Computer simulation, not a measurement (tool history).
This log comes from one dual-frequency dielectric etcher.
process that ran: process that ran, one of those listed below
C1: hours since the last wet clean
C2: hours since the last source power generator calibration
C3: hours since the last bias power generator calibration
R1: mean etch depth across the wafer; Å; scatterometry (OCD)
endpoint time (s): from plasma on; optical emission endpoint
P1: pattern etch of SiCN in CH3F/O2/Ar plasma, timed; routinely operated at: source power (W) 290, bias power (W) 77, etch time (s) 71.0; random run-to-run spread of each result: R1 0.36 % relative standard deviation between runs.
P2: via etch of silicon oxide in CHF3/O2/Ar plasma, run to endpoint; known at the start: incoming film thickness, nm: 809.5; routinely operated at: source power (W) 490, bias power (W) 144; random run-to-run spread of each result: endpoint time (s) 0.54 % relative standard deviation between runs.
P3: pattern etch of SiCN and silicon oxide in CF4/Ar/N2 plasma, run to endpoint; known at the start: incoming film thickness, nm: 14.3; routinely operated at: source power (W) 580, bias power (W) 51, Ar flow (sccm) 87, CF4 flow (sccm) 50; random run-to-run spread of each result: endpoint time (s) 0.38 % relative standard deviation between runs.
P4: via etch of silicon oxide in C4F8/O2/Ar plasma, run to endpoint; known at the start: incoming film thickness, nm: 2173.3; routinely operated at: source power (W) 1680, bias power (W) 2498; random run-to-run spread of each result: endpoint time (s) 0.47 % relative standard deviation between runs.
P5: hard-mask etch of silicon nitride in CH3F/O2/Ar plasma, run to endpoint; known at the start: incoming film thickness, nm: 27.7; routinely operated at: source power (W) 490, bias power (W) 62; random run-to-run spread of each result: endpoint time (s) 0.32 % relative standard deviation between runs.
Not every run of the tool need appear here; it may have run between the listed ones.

{"run": 1, "day": 0.525, "process that ran": "P1", "source power (W)": 290, "bias power (W)": 77, "etch time (s)": 71.0, "C1": 365.7, "C2": 606.9, "C3": 1238.5, "R1": 243.2}
{"run": 2, "day": 1.175, "process that ran": "P1", "source power (W)": 290, "bias power (W)": 77, "etch time (s)": 41.0, "C1": 381.3, "C2": 622.5, "C3": 1254.1, "R1": 140.89}
{"run": 3, "day": 1.812, "process that ran": "P2", "source power (W)": 490, "bias power (W)": 144, "C1": 396.6, "C2": 637.8, "C3": 1269.4, "endpoint time (s)": 487.62}
{"run": 4, "day": 2.2, "process that ran": "P3", "source power (W)": 580, "bias power (W)": 51, "Ar flow (sccm)": 70, "CF4 flow (sccm)": 50, "C1": 405.9, "C2": 647.1, "C3": 1278.7, "endpoint time (s)": 15.158}
{"run": 5, "day": 2.95, "process that ran": "P4", "source power (W)": 1680, "bias power (W)": 1623, "C1": 423.9, "C2": 665.1, "C3": 1296.7, "endpoint time (s)": 490.28}
{"run": 6, "day": 3.642, "process that ran": "P5", "source power (W)": 490, "bias power (W)": 62, "C1": 440.5, "C2": 681.7, "C3": 1313.3, "endpoint time (s)": 39.562}
{"run": 7, "day": 4.029, "process that ran": "P1", "source power (W)": 290, "bias power (W)": 77, "etch time (s)": 105.5, "C1": 449.8, "C2": 691.0, "C3": 1322.6, "R1": 362.29}
{"day": 4.183, "done": "bias power generator calibrated"}
{"run": 8, "day": 4.4, "process that ran": "P2", "source power (W)": 490, "bias power (W)": 183, "C1": 458.7, "C2": 699.9, "C3": 5.2, "endpoint time (s)": 448.05}
{"run": 9, "day": 4.821, "process that ran": "P3", "source power (W)": 770, "bias power (W)": 51, "Ar flow (sccm)": 87, "CF4 flow (sccm)": 50, "C1": 468.8, "C2": 710.0, "C3": 15.3, "endpoint time (s)": 12.23}
{"run": 10, "day": 5.333, "process that ran": "P3", "source power (W)": 580, "bias power (W)": 51, "Ar flow (sccm)": 87, "CF4 flow (sccm)": 50, "C1": 481.1, "C2": 722.3, "C3": 27.6, "endpoint time (s)": 15.688}
{"run": 11, "day": 5.992, "process that ran": "P5", "source power (W)": 310, "bias power (W)": 62, "C1": 496.9, "C2": 738.1, "C3": 43.4, "endpoint time (s)": 47.013}
{"run": 12, "day": 6.667, "process that ran": "P5", "source power (W)": 490, "bias power (W)": 87, "C1": 513.1, "C2": 754.3, "C3": 59.6, "endpoint time (s)": 35.275}
{"run": 13, "day": 7.371, "process that ran": "P3", "source power (W)": 580, "bias power (W)": 62, "Ar flow (sccm)": 87, "CF4 flow (sccm)": 50, "C1": 530.0, "C2": 771.2, "C3": 76.5, "endpoint time (s)": 14.723}
{"run": 14, "day": 7.912, "process that ran": "P1", "source power (W)": 290, "bias power (W)": 77, "etch time (s)": 71.0, "C1": 543.0, "C2": 784.2, "C3": 89.5, "R1": 244.76}
{"run": 15, "day": 8.25, "process that ran": "P1", "source power (W)": 290, "bias power (W)": 51, "etch time (s)": 71.0, "C1": 551.1, "C2": 792.3, "C3": 97.6, "R1": 210.21}
{"run": 16, "day": 8.812, "process that ran": "P1", "source power (W)": 350, "bias power (W)": 77, "etch time (s)": 56.0, "C1": 564.6, "C2": 805.8, "C3": 111.1, "R1": 206.22}
{"run": 17, "day": 9.183, "process that ran": "P1", "source power (W)": 290, "bias power (W)": 77, "etch time (s)": 71.0, "C1": 573.5, "C2": 814.7, "C3": 120.0, "R1": 244.53}
{"run": 18, "day": 9.762, "process that ran": "P1", "source power (W)": 290, "bias power (W)": 77, "etch time (s)": 71.0, "C1": 587.4, "C2": 828.6, "C3": 133.9, "R1": 243.35}
{"run": 19, "day": 10.467, "process that ran": "P1", "source power (W)": 290, "bias power (W)": 77, "etch time (s)": 71.0, "C1": 604.3, "C2": 845.5, "C3": 150.8, "R1": 242.15}
{"run": 20, "day": 10.888, "process that ran": "P1", "source power (W)": 290, "bias power (W)": 77, "etch time (s)": 71.0, "C1": 614.4, "C2": 855.6, "C3": 160.9, "R1": 243.81}
{"run": 21, "day": 11.5, "process that ran": "P4", "source power (W)": 1680, "bias power (W)": 2498, "C1": 629.1, "C2": 870.3, "C3": 175.6, "endpoint time (s)": 433.73}
{"run": 22, "day": 11.896, "process that ran": "P1", "source power (W)": 370, "bias power (W)": 77, "etch time (s)": 71.0, "C1": 638.6, "C2": 879.8, "C3": 185.1, "R1": 266.47}
{"run": 23, "day": 12.354, "process that ran": "P4", "source power (W)": 2260, "bias power (W)": 2498, "C1": 649.6, "C2": 890.8, "C3": 196.1, "endpoint time (s)": 384.85}
{"run": 24, "day": 12.867, "process that ran": "P1", "source power (W)": 180, "bias power (W)": 77, "etch time (s)": 71.0, "C1": 661.9, "C2": 903.1, "C3": 208.4, "R1": 203.81}
{"run": 25, "day": 13.279, "process that ran": "P3", "source power (W)": 580, "bias power (W)": 51, "Ar flow (sccm)": 87, "CF4 flow (sccm)": 68, "C1": 671.8, "C2": 913.0, "C3": 218.3, "endpoint time (s)": 15.045}
{"run": 26, "day": 14.004, "process that ran": "P2", "source power (W)": 590, "bias power (W)": 144, "C1": 689.2, "C2": 930.4, "C3": 235.7, "endpoint time (s)": 454.14}
{"run": 27, "day": 14.654, "process that ran": "P1", "source power (W)": 290, "bias power (W)": 98, "etch time (s)": 71.0, "C1": 704.8, "C2": 946.0, "C3": 251.3, "R1": 266.83}
{"run": 28, "day": 15.333, "process that ran": "P1", "source power (W)": 290, "bias power (W)": 77, "etch time (s)": 71.0, "C1": 721.1, "C2": 962.3, "C3": 267.6, "R1": 243.32}
{"run": 29, "day": 15.929, "process that ran": "P1", "source power (W)": 290, "bias power (W)": 77, "etch time (s)": 71.0, "C1": 735.4, "C2": 976.6, "C3": 281.9, "R1": 241.02}
{"run": 30, "day": 16.362, "process that ran": "P1", "source power (W)": 290, "bias power (W)": 77, "etch time (s)": 71.0, "C1": 745.8, "C2": 987.0, "C3": 292.3, "R1": 241.92}
{"run": 31, "day": 16.996, "process that ran": "P1", "source power (W)": 290, "bias power (W)": 77, "etch time (s)": 71.0, "C1": 761.0, "C2": 1002.2, "C3": 307.5, "R1": 241.7}
{"run": 32, "day": 17.671, "process that ran": "P1", "source power (W)": 290, "bias power (W)": 77, "etch time (s)": 71.0, "C1": 777.2, "C2": 1018.4, "C3": 323.7, "R1": 239.64}
{"run": 33, "day": 18.396, "process that ran": "P1", "source power (W)": 290, "bias power (W)": 77, "etch time (s)": 71.0, "C1": 794.6, "C2": 1035.8, "C3": 341.1, "R1": 240.68}
{"run": 34, "day": 18.779, "process that ran": "P1", "source power (W)": 290, "bias power (W)": 77, "etch time (s)": 71.0, "C1": 803.8, "C2": 1045.0, "C3": 350.3, "R1": 239.15}
{"run": 35, "day": 19.133, "process that ran": "P1", "source power (W)": 290, "bias power (W)": 77, "etch time (s)": 71.0, "C1": 812.3, "C2": 1053.5, "C3": 358.8, "R1": 239.63}
{"day": 19.296, "done": "wet clean of the chamber"}
{"run": 36, "day": 19.604, "process that ran": "P1", "source power (W)": 290, "bias power (W)": 77, "etch time (s)": 71.0, "C1": 7.5, "C2": 1064.8, "C3": 370.1, "R1": 239.76}
{"run": 37, "day": 20.358, "process that ran": "P1", "source power (W)": 290, "bias power (W)": 77, "etch time (s)": 71.0, "C1": 25.6, "C2": 1082.9, "C3": 388.2, "R1": 238.8}
{"run": 38, "day": 20.929, "process that ran": "P1", "source power (W)": 290, "bias power (W)": 77, "etch time (s)": 71.0, "C1": 39.3, "C2": 1096.6, "C3": 401.9, "R1": 239.22}

Something has made what P1 gives creep away from where it was; the 2 causes below, each at its own stated size, fit the log equally well:
A: source power that arrives under what is set, % = 4.72
B: bias power that arrives under what is set, % = 4.81
The creep began at about day 15.333.
Ruled out, with reasons:
chamber walls in a state that lowers the etch rate, %: serviced at day 19.296, which brought nothing back

Which of the 4 check runs listed below separates the causes, so that each cause would produce a clearly different result? Each run uses one wafer, and its results are marked with question marks.
{"run": "check 1", "day": 21.5, "process that ran": "P5", "source power (W)": 330, "bias power (W)": 81, "endpoint time (s)": "?"}
{"run": "check 2", "day": 21.5, "process that ran": "P3", "source power (W)": 580, "bias power (W)": 51, "Ar flow (sccm)": 75, "CF4 flow (sccm)": 62, "endpoint time (s)": "?"}
{"run": "check 3", "day": 21.5, "process that ran": "P2", "source power (W)": 490, "bias power (W)": 172, "endpoint time (s)": "?"}
{"run": "check 4", "day": 21.5, "process that ran": "P4", "source power (W)": 1930, "bias power (W)": 1632, "endpoint time (s)": "?"}

If the cause were each of the candidates in turn, the checks would give the following:
check=check_1 result=endpoint_time_(s) if_A=42.657 if_B=42.630
check=check_2 result=endpoint_time_(s) if_A=15.403 if_B=14.965
check=check_3 result=endpoint_time_(s) if_A=466.920 if_B=466.050
check=check_4 result=endpoint_time_(s) if_A=472.610 if_B=469.730
How far apart the two closest causes lie, in the result that separates them most: check 1 0.06 %; check 2 2.89 %; check 3 0.19 %; check 4 0.61 %
Of the check runs offered, only check 2 discriminates between the causes; the rest would read about the same regardless of which cause applies.

The results of check 2 are: endpoint time (s) 15.390. Based on these, which of the listed causes is it?

The cause is A: source power that arrives under what is set, %.
